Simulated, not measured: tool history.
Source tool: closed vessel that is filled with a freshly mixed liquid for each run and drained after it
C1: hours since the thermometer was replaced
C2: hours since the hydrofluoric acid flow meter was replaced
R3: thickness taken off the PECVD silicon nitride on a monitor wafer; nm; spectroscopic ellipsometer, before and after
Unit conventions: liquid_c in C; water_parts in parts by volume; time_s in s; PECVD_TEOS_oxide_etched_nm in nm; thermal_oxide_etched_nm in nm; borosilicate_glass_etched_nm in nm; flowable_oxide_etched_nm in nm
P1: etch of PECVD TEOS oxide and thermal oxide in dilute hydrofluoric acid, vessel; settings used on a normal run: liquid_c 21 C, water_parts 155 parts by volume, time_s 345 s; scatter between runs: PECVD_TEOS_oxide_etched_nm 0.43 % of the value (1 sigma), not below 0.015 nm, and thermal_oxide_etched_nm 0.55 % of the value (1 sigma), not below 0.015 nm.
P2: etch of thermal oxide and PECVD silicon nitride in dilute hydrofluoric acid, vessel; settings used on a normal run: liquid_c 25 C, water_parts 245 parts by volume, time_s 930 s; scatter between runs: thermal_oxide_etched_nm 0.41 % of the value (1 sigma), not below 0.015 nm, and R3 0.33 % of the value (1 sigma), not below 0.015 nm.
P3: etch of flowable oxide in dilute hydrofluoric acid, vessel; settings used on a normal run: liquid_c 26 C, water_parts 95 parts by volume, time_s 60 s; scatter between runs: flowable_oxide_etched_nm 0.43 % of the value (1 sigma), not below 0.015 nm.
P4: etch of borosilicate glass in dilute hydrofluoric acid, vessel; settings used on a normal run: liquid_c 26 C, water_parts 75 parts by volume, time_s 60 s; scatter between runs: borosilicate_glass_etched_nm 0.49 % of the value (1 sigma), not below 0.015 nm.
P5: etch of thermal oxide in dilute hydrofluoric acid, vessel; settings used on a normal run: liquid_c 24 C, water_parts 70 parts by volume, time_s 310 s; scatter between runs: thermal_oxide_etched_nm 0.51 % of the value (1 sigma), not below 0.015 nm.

{"run": 1, "hour": 13.5, "process": "P1", "liquid_c": 21, "water_parts": 155, "time_s": 345, "C1": 492.8, "C2": 238.4, "PECVD_TEOS_oxide_etched_nm": 25.191, "thermal_oxide_etched_nm": 7.9502}
{"run": 2, "hour": 20.4, "process": "P1", "liquid_c": 21, "water_parts": 220, "time_s": 345, "C1": 499.7, "C2": 245.3, "PECVD_TEOS_oxide_etched_nm": 16.521, "thermal_oxide_etched_nm": 5.2429}
{"run": 3, "hour": 35.3, "process": "P1", "liquid_c": 21, "water_parts": 155, "time_s": 105, "C1": 514.6, "C2": 260.2, "PECVD_TEOS_oxide_etched_nm": 7.6714, "thermal_oxide_etched_nm": 2.4371}
{"run": 4, "hour": 45.1, "process": "P5", "liquid_c": 24, "water_parts": 70, "time_s": 310, "C1": 524.4, "C2": 270, "thermal_oxide_etched_nm": 22.906}
{"run": 5, "hour": 59.4, "process": "P1", "liquid_c": 21, "water_parts": 155, "time_s": 345, "C1": 538.7, "C2": 284.3, "PECVD_TEOS_oxide_etched_nm": 25.297, "thermal_oxide_etched_nm": 7.8753}
{"hour": 61.2, "done": "thermometer replaced"}
{"run": 6, "hour": 73.9, "process": "P1", "liquid_c": 21, "water_parts": 155, "time_s": 345, "C1": 12.7, "C2": 298.8, "PECVD_TEOS_oxide_etched_nm": 25.194, "thermal_oxide_etched_nm": 8.0344}
{"run": 7, "hour": 81.1, "process": "P2", "liquid_c": 19.5, "water_parts": 245, "time_s": 930, "C1": 19.9, "C2": 306, "thermal_oxide_etched_nm": 11.964, "R3": 4.9802}
{"run": 8, "hour": 91.8, "process": "P1", "liquid_c": 17, "water_parts": 155, "time_s": 345, "C1": 30.6, "C2": 316.7, "PECVD_TEOS_oxide_etched_nm": 21.402, "thermal_oxide_etched_nm": 6.7878}
{"run": 9, "hour": 102.4, "process": "P5", "liquid_c": 28, "water_parts": 70, "time_s": 310, "C1": 41.2, "C2": 327.3, "thermal_oxide_etched_nm": 27.247}
{"run": 10, "hour": 109.2, "process": "P4", "liquid_c": 26, "water_parts": 35, "time_s": 60, "C1": 48, "C2": 334.1, "borosilicate_glass_etched_nm": 78.012}
{"run": 11, "hour": 118.3, "process": "P5", "liquid_c": 24, "water_parts": 40, "time_s": 310, "C1": 57.1, "C2": 343.2, "thermal_oxide_etched_nm": 41.965}
{"run": 12, "hour": 132.3, "process": "P3", "liquid_c": 26, "water_parts": 170, "time_s": 60, "C1": 71.1, "C2": 357.2, "flowable_oxide_etched_nm": 17.329}
{"run": 13, "hour": 139.3, "process": "P2", "liquid_c": 25, "water_parts": 150, "time_s": 930, "C1": 78.1, "C2": 364.2, "thermal_oxide_etched_nm": 26.701, "R3": 11.42}
{"run": 14, "hour": 150.1, "process": "P1", "liquid_c": 21, "water_parts": 75, "time_s": 205, "C1": 88.9, "C2": 375, "PECVD_TEOS_oxide_etched_nm": 33.646, "thermal_oxide_etched_nm": 10.618}
{"run": 15, "hour": 164.9, "process": "P3", "liquid_c": 26, "water_parts": 95, "time_s": 95, "C1": 103.7, "C2": 389.8, "flowable_oxide_etched_nm": 53.777}
{"run": 16, "hour": 171.8, "process": "P5", "liquid_c": 24, "water_parts": 70, "time_s": 540, "C1": 110.6, "C2": 396.7, "thermal_oxide_etched_nm": 40.29}
{"run": 17, "hour": 184.5, "process": "P4", "liquid_c": 26, "water_parts": 75, "time_s": 60, "C1": 123.3, "C2": 409.4, "borosilicate_glass_etched_nm": 34.236}
{"run": 18, "hour": 192.0, "process": "P1", "liquid_c": 21, "water_parts": 155, "time_s": 525, "C1": 130.8, "C2": 416.9, "PECVD_TEOS_oxide_etched_nm": 38.453, "thermal_oxide_etched_nm": 12.101}
{"run": 19, "hour": 201.3, "process": "P2", "liquid_c": 25, "water_parts": 245, "time_s": 930, "C1": 140.1, "C2": 426.2, "thermal_oxide_etched_nm": 14.744, "R3": 7.058}
{"run": 20, "hour": 216.0, "process": "P1", "liquid_c": 21, "water_parts": 40, "time_s": 345, "C1": 154.8, "C2": 440.9, "PECVD_TEOS_oxide_etched_nm": 111.26, "thermal_oxide_etched_nm": 34.873}
{"run": 21, "hour": 228.1, "process": "P1", "liquid_c": 25, "water_parts": 155, "time_s": 345, "C1": 166.9, "C2": 453, "PECVD_TEOS_oxide_etched_nm": 29.307, "thermal_oxide_etched_nm": 9.3091}
{"run": 22, "hour": 240.6, "process": "P3", "liquid_c": 26, "water_parts": 95, "time_s": 60, "C1": 179.4, "C2": 465.5, "flowable_oxide_etched_nm": 34.151}
{"run": 23, "hour": 252.6, "process": "P1", "liquid_c": 21, "water_parts": 155, "time_s": 345, "C1": 191.4, "C2": 477.5, "PECVD_TEOS_oxide_etched_nm": 25.223, "thermal_oxide_etched_nm": 7.8572}
{"run": 24, "hour": 260.7, "process": "P4", "liquid_c": 26, "water_parts": 75, "time_s": 35, "C1": 199.5, "C2": 485.6, "borosilicate_glass_etched_nm": 20.1}
{"run": 25, "hour": 267.7, "process": "P1", "liquid_c": 21, "water_parts": 65, "time_s": 480, "C1": 206.5, "C2": 492.6, "PECVD_TEOS_oxide_etched_nm": 92.4, "thermal_oxide_etched_nm": 29.087}
{"run": 26, "hour": 276.5, "process": "P2", "liquid_c": 25, "water_parts": 245, "time_s": 200, "C1": 215.3, "C2": 501.4, "thermal_oxide_etched_nm": 3.1693, "R3": 1.4877}
{"run": 27, "hour": 291.0, "process": "P1", "liquid_c": 21, "water_parts": 155, "time_s": 345, "C1": 229.8, "C2": 515.9, "PECVD_TEOS_oxide_etched_nm": 25.174, "thermal_oxide_etched_nm": 7.9342}
{"run": 28, "hour": 301.2, "process": "P1", "liquid_c": 21, "water_parts": 155, "time_s": 345, "C1": 240, "C2": 526.1, "PECVD_TEOS_oxide_etched_nm": 25.287, "thermal_oxide_etched_nm": 7.9433}
{"run": 29, "hour": 312.3, "process": "P4", "liquid_c": 31, "water_parts": 75, "time_s": 60, "C1": 251.1, "C2": 537.2, "borosilicate_glass_etched_nm": 41.949}
{"run": 30, "hour": 326.8, "process": "P3", "liquid_c": 19.5, "water_parts": 95, "time_s": 60, "C1": 265.6, "C2": 551.7, "flowable_oxide_etched_nm": 26.1}
{"run": 31, "hour": 335.5, "process": "P1", "liquid_c": 21, "water_parts": 155, "time_s": 345, "C1": 274.3, "C2": 560.4, "PECVD_TEOS_oxide_etched_nm": 25.084, "thermal_oxide_etched_nm": 7.9152}
{"run": 32, "hour": 343.3, "process": "P1", "liquid_c": 21, "water_parts": 155, "time_s": 345, "C1": 282.1, "C2": 568.2, "PECVD_TEOS_oxide_etched_nm": 25.73, "thermal_oxide_etched_nm": 8.0874}
{"run": 33, "hour": 352.5, "process": "P1", "liquid_c": 21, "water_parts": 155, "time_s": 345, "C1": 291.3, "C2": 577.4, "PECVD_TEOS_oxide_etched_nm": 26.209, "thermal_oxide_etched_nm": 8.2181}
{"run": 34, "hour": 362.9, "process": "P1", "liquid_c": 21, "water_parts": 155, "time_s": 345, "C1": 301.7, "C2": 587.8, "PECVD_TEOS_oxide_etched_nm": 26.642, "thermal_oxide_etched_nm": 8.4079}
{"run": 35, "hour": 371.3, "process": "P1", "liquid_c": 21, "water_parts": 155, "time_s": 345, "C1": 310.1, "C2": 596.2, "PECVD_TEOS_oxide_etched_nm": 26.673, "thermal_oxide_etched_nm": 8.5518}
{"run": 36, "hour": 385.8, "process": "P1", "liquid_c": 21, "water_parts": 155, "time_s": 345, "C1": 324.6, "C2": 610.7, "PECVD_TEOS_oxide_etched_nm": 27.124, "thermal_oxide_etched_nm": 8.5229}
{"run": 37, "hour": 398.4, "process": "P1", "liquid_c": 21, "water_parts": 155, "time_s": 345, "C1": 337.2, "C2": 623.3, "PECVD_TEOS_oxide_etched_nm": 27.375, "thermal_oxide_etched_nm": 8.6562}
{"run": 38, "hour": 412.1, "process": "P1", "liquid_c": 21, "water_parts": 155, "time_s": 345, "C1": 350.9, "C2": 637, "PECVD_TEOS_oxide_etched_nm": 27.385, "thermal_oxide_etched_nm": 8.7401}
{"run": 39, "hour": 424.2, "process": "P1", "liquid_c": 21, "water_parts": 155, "time_s": 345, "C1": 363, "C2": 649.1, "PECVD_TEOS_oxide_etched_nm": 27.434, "thermal_oxide_etched_nm": 8.6616}
{"run": 40, "hour": 431.4, "process": "P1", "liquid_c": 21, "water_parts": 155, "time_s": 345, "C1": 370.2, "C2": 656.3, "PECVD_TEOS_oxide_etched_nm": 27.617, "thermal_oxide_etched_nm": 8.6383}
{"run": 41, "hour": 443.3, "process": "P1", "liquid_c": 21, "water_parts": 155, "time_s": 345, "C1": 382.1, "C2": 668.2, "PECVD_TEOS_oxide_etched_nm": 27.551, "thermal_oxide_etched_nm": 8.7857}

Compared with where it was, what P1 gives has crept away. Each cause listed below fits the log as well as the rest, at the size given for it:
A: hydrofluoric acid flow above the setpoint (%) = 8.23
B: liquid hotter than its thermometer reads (K) = 2.37
The onset of the drift is placed at about hour 335.5.

Each of the 4 check runs below uses one wafer; its results are left as question marks. Which run tells the causes apart?
{"run": "check 1", "hour": 455.2, "process": "P5", "liquid_c": 24, "water_parts": 70, "time_s": 310, "thermal_oxide_etched_nm": "?"}
{"run": "check 2", "hour": 455.2, "process": "P2", "liquid_c": 25, "water_parts": 245, "time_s": 930, "thermal_oxide_etched_nm": "?", "R3": "?"}
{"run": "check 3", "hour": 455.2, "process": "P3", "liquid_c": 26, "water_parts": 95, "time_s": 60, "flowable_oxide_etched_nm": "?"}
{"run": "check 4", "hour": 455.2, "process": "P4", "liquid_c": 26, "water_parts": 75, "time_s": 60, "borosilicate_glass_etched_nm": "?"}

Predicted outcomes, by check and by cause:
check=check_1 result=thermal_oxide_etched_nm if_A=25.227 if_B=25.459
check=check_2 result=thermal_oxide_etched_nm if_A=16.225 if_B=15.97
check=check_2 result=R3 if_A=7.6306 if_B=8.1478
check=check_3 result=flowable_oxide_etched_nm if_A=37.146 if_B=37.261
check=check_4 result=borosilicate_glass_etched_nm if_A=37.356 if_B=37.595
Minimum pairwise separation of causes per check, each pair taken at its best-separating result: check 1 0.91 %; check 2 6.56 %; check 3 0.31 %; check 4 0.64 %
Check 2 distinguishes between the causes, while the remaining checks would return nearly the same result for all of them.

Check 2 has now been run. It gave: thermal_oxide_etched_nm 15.919 nm; R3 8.1428 nm. Which of the candidate causes is it?

It was cause B: liquid hotter than its thermometer reads (K).

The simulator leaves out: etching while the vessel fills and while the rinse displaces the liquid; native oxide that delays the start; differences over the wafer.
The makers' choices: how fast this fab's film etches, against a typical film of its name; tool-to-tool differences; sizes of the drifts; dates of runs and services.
